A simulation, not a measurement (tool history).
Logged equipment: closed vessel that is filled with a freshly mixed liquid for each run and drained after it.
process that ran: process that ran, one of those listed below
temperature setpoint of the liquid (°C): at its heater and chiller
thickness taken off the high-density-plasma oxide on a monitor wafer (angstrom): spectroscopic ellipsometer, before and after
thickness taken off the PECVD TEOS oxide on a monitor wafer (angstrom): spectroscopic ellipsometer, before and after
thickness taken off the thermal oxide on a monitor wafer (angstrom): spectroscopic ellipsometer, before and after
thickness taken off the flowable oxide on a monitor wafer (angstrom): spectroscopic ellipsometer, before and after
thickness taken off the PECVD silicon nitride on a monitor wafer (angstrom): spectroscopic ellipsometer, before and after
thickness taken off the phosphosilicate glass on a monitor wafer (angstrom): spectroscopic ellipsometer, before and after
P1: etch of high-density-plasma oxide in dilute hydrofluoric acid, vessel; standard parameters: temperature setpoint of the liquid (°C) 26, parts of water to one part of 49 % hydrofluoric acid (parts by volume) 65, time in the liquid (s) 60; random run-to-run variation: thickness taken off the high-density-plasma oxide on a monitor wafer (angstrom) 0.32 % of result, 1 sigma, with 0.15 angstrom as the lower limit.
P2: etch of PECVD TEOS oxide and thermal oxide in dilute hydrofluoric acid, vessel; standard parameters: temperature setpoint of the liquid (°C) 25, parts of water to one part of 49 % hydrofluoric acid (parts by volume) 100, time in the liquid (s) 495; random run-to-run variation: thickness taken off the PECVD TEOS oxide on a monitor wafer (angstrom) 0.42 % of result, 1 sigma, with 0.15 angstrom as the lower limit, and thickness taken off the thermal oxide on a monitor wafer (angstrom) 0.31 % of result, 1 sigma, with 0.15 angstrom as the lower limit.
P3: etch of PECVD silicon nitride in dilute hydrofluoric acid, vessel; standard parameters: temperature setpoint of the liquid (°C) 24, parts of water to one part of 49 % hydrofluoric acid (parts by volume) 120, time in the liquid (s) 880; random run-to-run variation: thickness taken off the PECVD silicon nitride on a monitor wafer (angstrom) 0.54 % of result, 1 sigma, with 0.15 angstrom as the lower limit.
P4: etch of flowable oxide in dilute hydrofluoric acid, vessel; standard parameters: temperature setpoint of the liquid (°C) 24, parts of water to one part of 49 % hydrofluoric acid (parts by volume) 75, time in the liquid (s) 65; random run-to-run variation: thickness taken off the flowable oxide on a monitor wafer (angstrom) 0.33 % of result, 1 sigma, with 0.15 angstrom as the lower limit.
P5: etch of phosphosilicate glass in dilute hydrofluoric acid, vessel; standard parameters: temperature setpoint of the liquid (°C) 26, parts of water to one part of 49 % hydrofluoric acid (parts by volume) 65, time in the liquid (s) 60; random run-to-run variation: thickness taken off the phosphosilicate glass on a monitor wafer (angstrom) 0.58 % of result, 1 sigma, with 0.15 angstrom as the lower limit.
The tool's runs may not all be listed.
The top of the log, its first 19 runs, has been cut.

run   hour  process that ran  temperature setpoint of the liquid (°C)  parts of water to one part of 49 % hydrofluoric acid (parts by volume)  time in the liquid (s)  hours since the thermometer was replaced  hours since the hydrofluoric acid flow meter was replaced  thickness taken off the high-density-plasma oxide on a monitor wafer (angstrom)  thickness taken off the PECVD TEOS oxide on a monitor wafer (angstrom)  thickness taken off the thermal oxide on a monitor wafer (angstrom)  thickness taken off the flowable oxide on a monitor wafer (angstrom)  thickness taken off the PECVD silicon nitride on a monitor wafer (angstrom)  thickness taken off the phosphosilicate glass on a monitor wafer (angstrom)
 20  285.5                P5                                       26                                                                      40                      60                                     812.2                                                     1737.7                                                                                                                                                                                                                                                                                                                                                                                                                                                        1529.3
 21    297                P1                                       26                                                                      65                      60                                     823.7                                                     1749.2                                                                           119.31
 22  309.3                P1                                       26                                                                      65                      60                                       836                                                     1761.5                                                                           120.26
 23  324.3                P1                                       26                                                                      20                      60                                       851                                                     1776.5                                                                           413.85
 24  335.6                P3                                       24                                                                     120                     880                                     862.3                                                     1787.8                                                                                                                                                                                                                                                                                                                                                                           385.38
 25  349.6                P2                                       25                                                                     150                     495                                     876.3                                                     1801.8                                                                                                                                                   322.59                                                               151.77
 26  358.4                P1                                       26                                                                      65                      30                                     885.1                                                     1810.6                                                                           59.641
 27  376.5                P5                                       26                                                                      65                      60                                     903.2                                                     1828.7                                                                                                                                                                                                                                                                                                                                                                                                                                                        903.45
 28  391.5                P5                                     33.5                                                                      65                      60                                     918.2                                                     1843.7                                                                                                                                                                                                                                                                                                                                                                                                                                                        1221.4
 29  403.8                P2                                       25                                                                     100                     930                                     930.5                                                       1856                                                                                                                                                    965.5                                                               453.65
 30  419.4                P3                                     31.5                                                                     120                     880                                     946.1                                                     1871.6                                                                                                                                                                                                                                                                                                                                                                           622.26

Run 31 comes next. What will it give?
 31  427.6                P5                                       26                                                                      65                      60                                     954.3                                                     1879.8                                                                                                                                                                                                                                                                                                                                                                                                                                                             ?

Logged for run 31: thickness taken off the phosphosilicate glass on a monitor wafer (angstrom) 901.05.

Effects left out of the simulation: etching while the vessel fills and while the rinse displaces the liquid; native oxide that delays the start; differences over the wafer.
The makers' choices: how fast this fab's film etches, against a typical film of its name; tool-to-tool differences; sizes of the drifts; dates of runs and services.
